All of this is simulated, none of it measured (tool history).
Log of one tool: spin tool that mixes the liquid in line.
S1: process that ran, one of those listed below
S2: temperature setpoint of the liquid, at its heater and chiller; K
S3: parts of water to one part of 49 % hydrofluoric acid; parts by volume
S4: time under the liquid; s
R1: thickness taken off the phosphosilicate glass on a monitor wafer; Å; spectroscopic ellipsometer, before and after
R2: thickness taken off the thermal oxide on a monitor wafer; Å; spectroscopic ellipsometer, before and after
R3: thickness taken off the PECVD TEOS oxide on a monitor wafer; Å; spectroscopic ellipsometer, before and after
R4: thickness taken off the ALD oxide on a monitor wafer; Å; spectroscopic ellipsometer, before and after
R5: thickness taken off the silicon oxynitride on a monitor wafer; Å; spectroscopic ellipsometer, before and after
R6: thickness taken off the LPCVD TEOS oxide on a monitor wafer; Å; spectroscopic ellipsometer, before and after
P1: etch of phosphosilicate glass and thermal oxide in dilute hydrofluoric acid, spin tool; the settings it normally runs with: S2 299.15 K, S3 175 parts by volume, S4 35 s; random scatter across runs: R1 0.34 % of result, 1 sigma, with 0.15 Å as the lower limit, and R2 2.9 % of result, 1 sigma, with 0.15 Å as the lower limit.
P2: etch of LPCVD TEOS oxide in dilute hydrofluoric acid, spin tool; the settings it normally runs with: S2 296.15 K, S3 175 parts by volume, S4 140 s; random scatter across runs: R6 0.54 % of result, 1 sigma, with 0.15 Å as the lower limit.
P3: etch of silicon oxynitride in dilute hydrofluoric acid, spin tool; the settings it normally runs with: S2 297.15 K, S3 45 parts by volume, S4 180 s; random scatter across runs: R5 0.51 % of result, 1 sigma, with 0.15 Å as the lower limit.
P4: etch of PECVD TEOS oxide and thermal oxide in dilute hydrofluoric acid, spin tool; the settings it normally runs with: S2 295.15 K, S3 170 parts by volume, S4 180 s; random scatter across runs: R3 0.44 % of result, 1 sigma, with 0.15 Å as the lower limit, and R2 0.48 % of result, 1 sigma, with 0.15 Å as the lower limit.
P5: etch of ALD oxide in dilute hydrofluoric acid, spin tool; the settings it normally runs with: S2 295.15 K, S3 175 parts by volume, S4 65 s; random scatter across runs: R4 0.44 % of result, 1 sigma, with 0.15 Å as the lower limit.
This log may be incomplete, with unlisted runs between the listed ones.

run,hour,S1,S2,S3,S4,R1,R2,R3,R4,R5,R6
1,16.4,P1,299.15,175,35,158.17,9.0611,,,,
2,25.1,P4,301.15,170,180,,54.32,128.4,,,
3,35,P1,299.15,35,35,948.52,53.172,,,,
4,52.3,P1,292.15,55,35,438.04,23.402,,,,
5,69.6,P1,299.15,175,35,158.2,8.941,,,,
6,77.7,P5,290.65,175,65,,,,49.961,,
7,86.7,P5,295.15,175,125,,,,114.63,,
8,100.2,P3,297.15,45,95,,,,,37.634,
9,115.7,P2,296.15,175,20,,,,,,54.683
10,125.6,P5,295.15,85,65,,,,135.87,,
11,141.1,P1,299.15,175,35,159.25,9.3164,,,,
12,152.6,P1,299.15,175,60,272.48,14.833,,,,
13,162.9,P1,299.15,305,35,79.27,4.1363,,,,
14,176.9,P2,296.15,50,140,,,,,,1576.9
15,192.3,P3,301.15,45,180,,,,,85.687,
16,203,P5,295.15,175,65,,,,60.06,,
17,217,P4,295.15,170,70,,16.844,39.877,,,
18,232.8,P3,297.15,60,180,,,,,53.017,
19,247.6,P4,295.15,310,180,,20.655,49.547,,,
20,264.1,P4,295.15,170,180,,43.512,102.42,,,
21,279.8,P1,293.15,175,35,127.01,6.8109,,,,
22,296.2,P3,297.15,45,180,,,,,70.738,
23,306.7,P1,303.15,175,35,183.01,9.4413,,,,
24,318.9,P2,296.15,175,140,,,,,,385.6
25,329.6,P4,295.15,170,180,,43.175,101.65,,,
26,341,P2,296.15,175,140,,,,,,384.39
27,351,P1,299.15,175,35,158.02,8.9107,,,,
28,367.6,P5,295.15,175,65,,,,59.743,,
29,382.4,P1,299.15,175,15,68.042,3.6501,,,,
30,394.1,P2,291.65,175,140,,,,,,323.43
31,408,P1,299.15,175,35,158.59,8.7796,,,,
32,420.7,P1,299.15,175,35,153.97,7.9786,,,,
33,428.5,P1,299.15,175,35,151.97,8.5601,,,,
34,437.5,P1,299.15,175,35,150.5,8.6305,,,,
35,449.4,P1,299.15,175,35,149.38,7.6735,,,,
36,463.2,P1,299.15,175,35,149.17,8.5113,,,,
37,473.3,P1,299.15,175,35,149.24,8.3469,,,,
38,487.2,P1,299.15,175,35,148.83,8.1077,,,,

What P1 gives has crept off from where it sat before. The 2 causes that follow fit the log equally well, each at the size noted:
A: hydrofluoric acid flow below the setpoint (%) = 5.29
B: liquid colder than its thermometer reads (K) = 1.77
The creep began at about hour 408.

Consider the 4 check runs below, whose results appear as question marks and each of which averages 2 wafers. Which one distinguishes the causes, in that each cause would give it a clearly different result?
check 1,501.1,P2,296.15,175,140,,,,,,?
check 2,501.1,P4,295.15,170,180,,?,?,,,
check 3,501.1,P5,295.15,175,65,,,,?,,
check 4,501.1,P3,297.15,45,180,,,,,?,

What every check run would give for each of its results, assuming each possible cause in turn:
check,result,if A,if B
check 1,R6,360.61,359.52
check 2,R2,40.745,40.568
check 2,R3,96.207,95.789
check 3,R4,55.946,55.725
check 4,R5,67.25,65.201
Gap, in per cent, between the two causes that each check separates least, read from the result that separates them most: check 1 0.3 %; check 2 0.44 %; check 3 0.4 %; check 4 3.09 %
Check 4 distinguishes between the causes, while the remaining checks would return nearly the same result for all of them.

The results of check 4 are: R5 65.419 Å. Based on these, which of the listed causes is it?

Of the candidate causes, it is B: liquid colder than its thermometer reads (K).

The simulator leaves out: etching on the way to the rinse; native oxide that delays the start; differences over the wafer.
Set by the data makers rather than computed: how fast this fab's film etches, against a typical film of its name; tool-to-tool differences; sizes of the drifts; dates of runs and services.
